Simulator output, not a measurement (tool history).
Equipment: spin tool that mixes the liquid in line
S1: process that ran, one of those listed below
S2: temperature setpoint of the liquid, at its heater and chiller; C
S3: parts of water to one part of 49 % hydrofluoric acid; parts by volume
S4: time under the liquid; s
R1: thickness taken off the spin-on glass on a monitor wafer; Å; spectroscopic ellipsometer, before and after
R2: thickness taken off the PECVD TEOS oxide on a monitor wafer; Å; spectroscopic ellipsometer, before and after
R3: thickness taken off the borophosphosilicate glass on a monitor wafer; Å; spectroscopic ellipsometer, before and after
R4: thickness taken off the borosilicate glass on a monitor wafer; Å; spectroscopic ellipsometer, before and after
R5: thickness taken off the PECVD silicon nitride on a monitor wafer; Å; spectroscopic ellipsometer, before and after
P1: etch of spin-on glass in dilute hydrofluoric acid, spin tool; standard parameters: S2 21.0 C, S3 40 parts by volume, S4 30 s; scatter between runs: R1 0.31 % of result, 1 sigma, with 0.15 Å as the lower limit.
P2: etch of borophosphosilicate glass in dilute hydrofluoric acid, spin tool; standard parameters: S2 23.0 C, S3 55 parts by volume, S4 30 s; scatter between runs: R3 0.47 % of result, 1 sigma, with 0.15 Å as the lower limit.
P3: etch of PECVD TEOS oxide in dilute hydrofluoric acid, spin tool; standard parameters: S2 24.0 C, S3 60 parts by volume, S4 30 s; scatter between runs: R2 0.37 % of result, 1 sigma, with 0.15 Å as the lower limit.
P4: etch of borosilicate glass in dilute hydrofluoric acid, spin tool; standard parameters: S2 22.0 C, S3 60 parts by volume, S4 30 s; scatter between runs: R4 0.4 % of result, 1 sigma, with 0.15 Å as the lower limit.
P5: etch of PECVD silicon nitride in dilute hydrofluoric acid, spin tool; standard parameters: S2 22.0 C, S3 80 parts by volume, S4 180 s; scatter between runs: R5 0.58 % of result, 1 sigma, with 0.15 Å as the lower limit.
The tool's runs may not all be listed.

{"run": 1, "hour": 7.0, "S1": "P1", "S2": 21.0, "S3": 40, "S4": 30, "R1": 273.16}
{"run": 2, "hour": 15.7, "S1": "P3", "S2": 20.0, "S3": 60, "S4": 30, "R2": 121.15}
{"run": 3, "hour": 25.8, "S1": "P2", "S2": 23.0, "S3": 55, "S4": 30, "R3": 222.6}
{"run": 4, "hour": 33.7, "S1": "P1", "S2": 25.0, "S3": 40, "S4": 30, "R1": 323.47}
{"run": 5, "hour": 46.6, "S1": "P3", "S2": 24.0, "S3": 60, "S4": 30, "R2": 142.95}
{"run": 6, "hour": 55.6, "S1": "P1", "S2": 21.0, "S3": 40, "S4": 30, "R1": 274.7}
{"run": 7, "hour": 66.3, "S1": "P2", "S2": 18.0, "S3": 55, "S4": 30, "R3": 179.79}
{"run": 8, "hour": 74.1, "S1": "P4", "S2": 22.0, "S3": 60, "S4": 30, "R4": 227.82}
{"run": 9, "hour": 82.7, "S1": "P1", "S2": 21.0, "S3": 40, "S4": 15, "R1": 137.21}
{"run": 10, "hour": 89.8, "S1": "P3", "S2": 24.0, "S3": 20, "S4": 30, "R2": 452.35}
{"run": 11, "hour": 95.9, "S1": "P1", "S2": 21.0, "S3": 40, "S4": 30, "R1": 273.99}
{"run": 12, "hour": 106.0, "S1": "P4", "S2": 17.5, "S3": 60, "S4": 30, "R4": 188.95}
{"run": 13, "hour": 117.7, "S1": "P2", "S2": 23.0, "S3": 55, "S4": 15, "R3": 110.71}
{"run": 14, "hour": 126.7, "S1": "P1", "S2": 21.0, "S3": 20, "S4": 30, "R1": 560.96}
{"run": 15, "hour": 134.5, "S1": "P1", "S2": 21.0, "S3": 40, "S4": 30, "R1": 275.97}
{"run": 16, "hour": 146.0, "S1": "P2", "S2": 23.0, "S3": 105, "S4": 30, "R3": 109.75}
{"run": 17, "hour": 155.2, "S1": "P4", "S2": 22.0, "S3": 60, "S4": 15, "R4": 112.75}
{"run": 18, "hour": 161.6, "S1": "P5", "S2": 22.0, "S3": 80, "S4": 275, "R5": 65.088}
{"run": 19, "hour": 174.3, "S1": "P3", "S2": 24.0, "S3": 60, "S4": 15, "R2": 71.135}
{"run": 20, "hour": 187.1, "S1": "P1", "S2": 21.0, "S3": 40, "S4": 30, "R1": 273.87}
{"run": 21, "hour": 200.2, "S1": "P1", "S2": 21.0, "S3": 40, "S4": 55, "R1": 502.21}
{"run": 22, "hour": 212.9, "S1": "P1", "S2": 26.0, "S3": 20, "S4": 30, "R1": 694.8}
{"run": 23, "hour": 220.1, "S1": "P1", "S2": 21.0, "S3": 40, "S4": 30, "R1": 273.48}
{"run": 24, "hour": 230.9, "S1": "P1", "S2": 17.0, "S3": 40, "S4": 30, "R1": 230.55}
{"run": 25, "hour": 244.8, "S1": "P5", "S2": 29.5, "S3": 80, "S4": 180, "R5": 69.287}
{"run": 26, "hour": 253.5, "S1": "P5", "S2": 22.0, "S3": 80, "S4": 180, "R5": 41.708}
{"run": 27, "hour": 263.5, "S1": "P5", "S2": 22.0, "S3": 110, "S4": 180, "R5": 30.716}
{"run": 28, "hour": 277.2, "S1": "P1", "S2": 21.0, "S3": 60, "S4": 30, "R1": 178.35}
{"run": 29, "hour": 287.9, "S1": "P4", "S2": 22.0, "S3": 85, "S4": 30, "R4": 154.57}
{"run": 30, "hour": 298.9, "S1": "P2", "S2": 23.0, "S3": 55, "S4": 30, "R3": 220.45}
{"run": 31, "hour": 309.5, "S1": "P1", "S2": 21.0, "S3": 40, "S4": 30, "R1": 272.51}
{"run": 32, "hour": 315.9, "S1": "P1", "S2": 21.0, "S3": 40, "S4": 30, "R1": 278.03}
{"run": 33, "hour": 324.2, "S1": "P1", "S2": 21.0, "S3": 40, "S4": 30, "R1": 281.93}
{"run": 34, "hour": 335.8, "S1": "P1", "S2": 21.0, "S3": 40, "S4": 30, "R1": 286.84}
{"run": 35, "hour": 342.1, "S1": "P1", "S2": 21.0, "S3": 40, "S4": 30, "R1": 287.85}
{"run": 36, "hour": 350.2, "S1": "P1", "S2": 21.0, "S3": 40, "S4": 30, "R1": 288.64}
{"run": 37, "hour": 361.6, "S1": "P1", "S2": 21.0, "S3": 40, "S4": 30, "R1": 290.19}
{"run": 38, "hour": 371.1, "S1": "P1", "S2": 21.0, "S3": 40, "S4": 30, "R1": 292.25}
{"run": 39, "hour": 384.5, "S1": "P1", "S2": 21.0, "S3": 40, "S4": 30, "R1": 292.37}
{"run": 40, "hour": 392.6, "S1": "P1", "S2": 21.0, "S3": 40, "S4": 30, "R1": 289.88}

P1 no longer gives what it gave before; its output has crept away from where it was. The following 2 causes, each at its listed size, fit the log equally well:
A: hydrofluoric acid flow above the setpoint (%) = 5.89
B: liquid hotter than its thermometer reads (K) = 1.42
The process output started creeping at around hour 309.5.

Below are 4 check runs, each averaged over 2 wafers, with their results shown as question marks. Which of them would give clearly different results depending on which cause is behind the drift?
{"run": "check 1", "hour": 400.7, "S1": "P2", "S2": 23.0, "S3": 55, "S4": 30, "R3": "?"}
{"run": "check 2", "hour": 400.7, "S1": "P3", "S2": 24.0, "S3": 60, "S4": 30, "R2": "?"}
{"run": "check 3", "hour": 400.7, "S1": "P4", "S2": 22.0, "S3": 60, "S4": 30, "R4": "?"}
{"run": "check 4", "hour": 400.7, "S1": "P5", "S2": 22.0, "S3": 80, "S4": 180, "R5": "?"}

What each check would give under each cause:
check=check_1 result=R3 if_A=236.42 if_B=235.75
check=check_2 result=R2 if_A=151.850 if_B=151.240
check=check_3 result=R4 if_A=240.79 if_B=240.11
check=check_4 result=R5 if_A=44.699 if_B=46.490
How far apart the two closest causes lie, in the result that separates them most: check 1 0.28 %; check 2 0.4 %; check 3 0.29 %; check 4 3.93 %
Check 4 is the one run that separates the causes; every other check would come out nearly the same whichever cause is at work.

Running check 4 produced the following: R5 44.673 Å. Which one of the listed causes fits?

The correct cause is A, namely: hydrofluoric acid flow above the setpoint (%).

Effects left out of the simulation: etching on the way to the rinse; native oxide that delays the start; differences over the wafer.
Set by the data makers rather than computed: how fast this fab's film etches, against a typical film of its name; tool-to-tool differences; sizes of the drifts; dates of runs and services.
